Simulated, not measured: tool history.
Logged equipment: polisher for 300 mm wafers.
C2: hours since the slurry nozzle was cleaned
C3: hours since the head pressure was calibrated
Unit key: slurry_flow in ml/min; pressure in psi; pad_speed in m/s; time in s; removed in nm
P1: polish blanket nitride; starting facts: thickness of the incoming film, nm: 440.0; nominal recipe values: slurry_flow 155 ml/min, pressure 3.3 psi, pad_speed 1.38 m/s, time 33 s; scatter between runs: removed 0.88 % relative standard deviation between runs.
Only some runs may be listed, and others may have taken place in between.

Run 1, hour 5.3: slurry_flow 155 ml/min, pressure 3.3 psi, pad_speed 1.38 m/s, time 33 s; wafers polished on this pad 323; C2 663.9; C3 270.3. Result: removed 56.471 nm.
Run 2, hour 8.2: slurry_flow 95 ml/min, pressure 3.3 psi, pad_speed 1.38 m/s, time 33 s; wafers polished on this pad 356; C2 666.8; C3 273.2. Result: removed 51.386 nm.
Run 3, hour 11.0: slurry_flow 155 ml/min, pressure 4.9 psi, pad_speed 1.38 m/s, time 33 s; wafers polished on this pad 388; C2 669.6; C3 276.0. Result: removed 84.520 nm.
Run 4, hour 14.1: slurry_flow 195 ml/min, pressure 3.3 psi, pad_speed 1.38 m/s, time 45 s; wafers polished on this pad 423; C2 672.7; C3 279.1. Result: removed 81.512 nm.
At hour 17.3: worn pad replaced by a new one.
Run 5, hour 18.7: slurry_flow 95 ml/min, pressure 3.3 psi, pad_speed 1.38 m/s, time 42 s; wafers polished on this pad 16; C2 677.3; C3 283.7. Result: removed 65.016 nm.
Run 6, hour 23.4: slurry_flow 155 ml/min, pressure 3.3 psi, pad_speed 2.14 m/s, time 33 s; wafers polished on this pad 69; C2 682.0; C3 288.4. Result: removed 80.575 nm.
Run 7, hour 27.8: slurry_flow 155 ml/min, pressure 3.3 psi, pad_speed 1.38 m/s, time 46 s; wafers polished on this pad 119; C2 686.4; C3 292.8. Result: removed 78.411 nm.
Run 8, hour 31.1: slurry_flow 155 ml/min, pressure 3.3 psi, pad_speed 1.38 m/s, time 33 s; wafers polished on this pad 156; C2 689.7; C3 296.1. Result: removed 56.861 nm.
Run 9, hour 34.2: slurry_flow 155 ml/min, pressure 3.3 psi, pad_speed 1.38 m/s, time 33 s; wafers polished on this pad 191; C2 692.8; C3 299.2. Result: removed 57.504 nm.
Run 10, hour 37.1: slurry_flow 155 ml/min, pressure 3.3 psi, pad_speed 0.72 m/s, time 33 s; wafers polished on this pad 224; C2 695.7; C3 302.1. Result: removed 34.394 nm.
Run 11, hour 40.5: slurry_flow 155 ml/min, pressure 3.3 psi, pad_speed 1.38 m/s, time 33 s; wafers polished on this pad 262; C2 699.1; C3 305.5. Result: removed 55.871 nm.
Run 12, hour 45.2: slurry_flow 155 ml/min, pressure 3.3 psi, pad_speed 1.38 m/s, time 33 s; wafers polished on this pad 315; C2 703.8; C3 310.2. Result: removed 55.620 nm.
Run 13, hour 49.4: slurry_flow 155 ml/min, pressure 3.3 psi, pad_speed 1.38 m/s, time 33 s; wafers polished on this pad 362; C2 708.0; C3 314.4. Result: removed 57.239 nm.
Run 14, hour 52.4: slurry_flow 155 ml/min, pressure 3.3 psi, pad_speed 1.38 m/s, time 33 s; wafers polished on this pad 396; C2 711.0; C3 317.4. Result: removed 56.626 nm.
Run 15, hour 58.3: slurry_flow 245 ml/min, pressure 3.3 psi, pad_speed 1.38 m/s, time 33 s; wafers polished on this pad 462; C2 716.9; C3 323.3. Result: removed 60.447 nm.
Run 16, hour 62.2: slurry_flow 155 ml/min, pressure 3.3 psi, pad_speed 1.38 m/s, time 17 s; wafers polished on this pad 506; C2 720.8; C3 327.2. Result: removed 29.093 nm.
Run 17, hour 64.8: slurry_flow 155 ml/min, pressure 1.5 psi, pad_speed 1.38 m/s, time 33 s; wafers polished on this pad 536; C2 723.4; C3 329.8. Result: removed 25.973 nm.
Run 18, hour 68.4: slurry_flow 155 ml/min, pressure 3.3 psi, pad_speed 1.38 m/s, time 33 s; wafers polished on this pad 576; C2 727.0; C3 333.4. Result: removed 57.424 nm.
Run 19, hour 71.0: slurry_flow 155 ml/min, pressure 3.3 psi, pad_speed 1.38 m/s, time 33 s; wafers polished on this pad 606; C2 729.6; C3 336.0. Result: removed 55.455 nm.
Run 20, hour 74.4: slurry_flow 155 ml/min, pressure 3.3 psi, pad_speed 1.38 m/s, time 33 s; wafers polished on this pad 644; C2 733.0; C3 339.4. Result: removed 52.697 nm.
Run 21, hour 79.2: slurry_flow 155 ml/min, pressure 3.3 psi, pad_speed 1.38 m/s, time 33 s; wafers polished on this pad 698; C2 737.8; C3 344.2. Result: removed 52.894 nm.

For run 22, what comes out?
Run 22, hour 82.4: slurry_flow 155 ml/min, pressure 3.3 psi, pad_speed 1.38 m/s, time 33 s; wafers polished on this pad 734; C2 741.0; C3 347.4. Result: removed ?.

Run 22 measured removed 52.314 nm.
